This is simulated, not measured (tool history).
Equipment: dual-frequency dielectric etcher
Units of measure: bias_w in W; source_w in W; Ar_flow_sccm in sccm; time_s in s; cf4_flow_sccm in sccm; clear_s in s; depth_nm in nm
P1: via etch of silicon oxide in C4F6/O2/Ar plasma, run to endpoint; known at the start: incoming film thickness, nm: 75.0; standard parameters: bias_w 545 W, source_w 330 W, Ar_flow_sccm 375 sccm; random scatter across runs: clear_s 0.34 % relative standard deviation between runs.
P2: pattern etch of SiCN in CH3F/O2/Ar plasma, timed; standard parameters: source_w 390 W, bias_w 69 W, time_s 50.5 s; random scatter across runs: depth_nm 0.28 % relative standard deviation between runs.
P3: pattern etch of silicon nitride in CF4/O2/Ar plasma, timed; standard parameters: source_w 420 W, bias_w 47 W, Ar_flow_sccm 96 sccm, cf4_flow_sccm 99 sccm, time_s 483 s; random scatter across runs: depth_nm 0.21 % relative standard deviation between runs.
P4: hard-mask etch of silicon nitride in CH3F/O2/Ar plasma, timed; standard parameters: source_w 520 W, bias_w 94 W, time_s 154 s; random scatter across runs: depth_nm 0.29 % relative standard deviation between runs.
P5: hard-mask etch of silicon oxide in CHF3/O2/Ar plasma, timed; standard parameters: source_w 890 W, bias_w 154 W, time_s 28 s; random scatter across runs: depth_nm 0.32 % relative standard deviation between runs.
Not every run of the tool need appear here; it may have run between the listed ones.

run   hour  process  bias_w  source_w  Ar_flow_sccm  time_s  cf4_flow_sccm  clear_s  depth_nm
  1   12.7       P1     545       330           375                          17.247
  2   21.7       P4      94       520                 204.5                            167.33
  3     31       P3      47       420            96     483             99             772.13
  4   39.4       P3      47       420            65     483             99             803.77
  5   46.6       P1     545       330           375                          17.381
  6   54.4       P3      59       420            96     483             99             839.42
  7     63       P1     545       330           375                          17.272
  8   75.2       P2      91       390                  50.5                            19.802
  9   83.3       P5     154       890                    28                            64.008
 10   92.1       P4      94       630                   154                            135.93
 11     98       P4      94       520                   154                            126.16
 12  108.4       P1     729       330           375                          15.543
 13  115.3       P4      94       520                   154                            125.56
     119.9  -- wet clean of the chamber
 14  126.1       P1     388       330           229                          18.707
 15  138.6       P1     545       330           257                          16.668
 16  149.9       P3      47       420            96     483             78             747.06
 17  158.3       P3      47       420            96     483             99             769.58
 18    165       P4      68       520                   154                            112.53
 19    175       P5     154       890                    35                            80.262
     178.8  -- source power generator calibrated
 20  186.9       P1     545       330           375                          17.409
 21  199.3       P1     545       220           375                          20.119
 22  206.3       P5     154       890                    28                            63.985
 23  214.1       P5     121       890                    28                            59.474
 24  221.7       P1     545       330           375                          17.425
 25  234.2       P1     384       250           375                          21.965
 26  240.6       P1     545       240           275                          18.958
 27  253.5       P1     545       330           470                          17.726
 28  265.3       P3      47       310            96     483             99             593.08
 29    278       P1     371       330           375                          20.015
 30  285.5       P3      47       420            96     705             99             1124.7
 31  298.2       P2      69       280                  50.5                            15.901
 32  309.4       P1     545       410           375                          16.069
 33  315.2       P2      69       390                    30                            10.648
 34  327.9       P5     154      1200                    28                            72.186
 35  337.6       P2      69       390                  50.5                             17.93
 36  344.5       P1     545       330           375                          17.411
 37  356.8       P1     545       330           375                          17.215
 38  363.8       P1     545       330           375                          17.194
 39  369.8       P1     545       330           375                          17.112
     372.4  -- wet clean of the chamber
 40  379.9       P1     545       330           375                          17.148
     381.3  -- Ar flow controller replaced
 41  386.2       P1     545       330           375                          17.082
 42  397.8       P1     545       330           375                          17.139
 43  405.5       P1     545       330           375                          17.131

The log shows P1 creeping away from where it was. Any of the 2 causes listed here, at the size stated for it, fits the log just as well as the others:
A: bias power that arrives over what is set, % = 4.57
B: source power that arrives over what is set, % = 4.78
At approximately hour 344.5, the process output began to creep.
Other possible causes, and why each is ruled out:
chamber walls in a state that raises the etch rate, %: serviced at hour 372.4, which brought nothing back
Ar flow that arrives under what is set, %: serviced at hour 381.3, which brought nothing back

Below are 4 check runs, each on a single wafer, with their results shown as question marks. Which of them would tell the listed causes apart, meaning the causes would give clearly different results under it?
check 1  413.2       P3      47       420            96     483             99                  ?
check 2  413.2       P5     154       890                    28                                 ?
check 3  413.2       P2      69       390                  50.5                                 ?
check 4  413.2       P4      94       520                   154                                 ?

Predicted outcomes, by check and by cause:
  check    result    if A    if B
check 1  depth_nm  782.99     802
check 2  depth_nm  64.969  65.231
check 3  depth_nm  18.214  18.248
check 4  depth_nm  127.96  128.16
Per-check spread between the two closest causes, in the result where they differ most: check 1 2.4 %; check 2 0.4 %; check 3 0.19 %; check 4 0.15 %
The other checks would show nearly matching results whichever cause is true, so check 1 is the only one that separates the causes.

With check 1 done, the readings were: depth_nm 784.65 nm. Identify which of the listed causes applies.

A is the cause: bias power that arrives over what is set, %.
